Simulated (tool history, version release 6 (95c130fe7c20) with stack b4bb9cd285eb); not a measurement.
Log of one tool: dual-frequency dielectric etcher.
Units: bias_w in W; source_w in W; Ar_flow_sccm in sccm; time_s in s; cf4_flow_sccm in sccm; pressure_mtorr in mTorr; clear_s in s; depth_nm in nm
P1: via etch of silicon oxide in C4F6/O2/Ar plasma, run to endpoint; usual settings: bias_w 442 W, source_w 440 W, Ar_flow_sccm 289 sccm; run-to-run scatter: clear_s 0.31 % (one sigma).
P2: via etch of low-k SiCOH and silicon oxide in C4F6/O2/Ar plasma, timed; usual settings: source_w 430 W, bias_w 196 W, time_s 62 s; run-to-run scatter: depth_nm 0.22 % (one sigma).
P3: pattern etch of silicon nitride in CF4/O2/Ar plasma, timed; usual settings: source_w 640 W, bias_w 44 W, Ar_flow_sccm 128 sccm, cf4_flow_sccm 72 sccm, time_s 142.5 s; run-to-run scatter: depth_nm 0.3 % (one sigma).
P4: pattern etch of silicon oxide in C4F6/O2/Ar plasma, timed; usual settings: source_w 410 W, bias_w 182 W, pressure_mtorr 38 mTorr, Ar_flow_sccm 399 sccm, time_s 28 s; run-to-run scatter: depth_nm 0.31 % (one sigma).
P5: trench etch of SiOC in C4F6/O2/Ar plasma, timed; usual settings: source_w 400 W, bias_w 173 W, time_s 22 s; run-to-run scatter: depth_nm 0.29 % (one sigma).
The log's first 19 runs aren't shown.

run	hour	process	bias_w	source_w	Ar_flow_sccm	time_s	cf4_flow_sccm	pressure_mtorr	clear_s	depth_nm
20	244	P4	182	410	279	28		38		91.033
# hour 248.1: source power generator calibrated
21	259.6	P3	44	850	128	142.5	72			387.48
22	270.5	P2	268	430		62				205.68
23	286	P4	182	410	399	28		51.5		84.316
24	302.9	P1	544	440	371				26.246	
25	319.6	P2	196	430		62				186.1
26	336.8	P5	173	400		22				45.471
27	347.9	P3	44	640	94	142.5	72			317.53
28	363.9	P4	182	500	399	28		38		94.838
29	375.7	P2	196	560		62				205.23
30	389.5	P4	182	410	399	28		38		87.473
31	403	P1	442	540	289				25.672	
32	415.5	P5	173	240		22				37.433
33	424.4	P1	442	440	390				28.754	
34	437.3	P3	44	640	128	142.5	72			303.85
35	450	P1	558	440	205				24.414	
36	458.9	P1	442	440	289				27.569	
37	474.4	P1	442	440	289				27.843	
38	487.3	P1	442	440	289				27.788	
39	500.2	P1	442	440	289				28.155	
40	512.7	P1	442	440	289				28.239	
41	530.4	P1	442	440	289				28.116	
# hour 542: wet clean of the chamber
42	542.6	P1	442	440	289				28.157	
43	553.2	P1	442	440	289				28.075	
# hour 554.9: Ar flow controller replaced
44	563.8	P1	442	440	289				28.1	

The next listed run, before its measurement:
45	572.6	P1	442	440	289				?	

Run 45 gave clear_s 28.042 s.
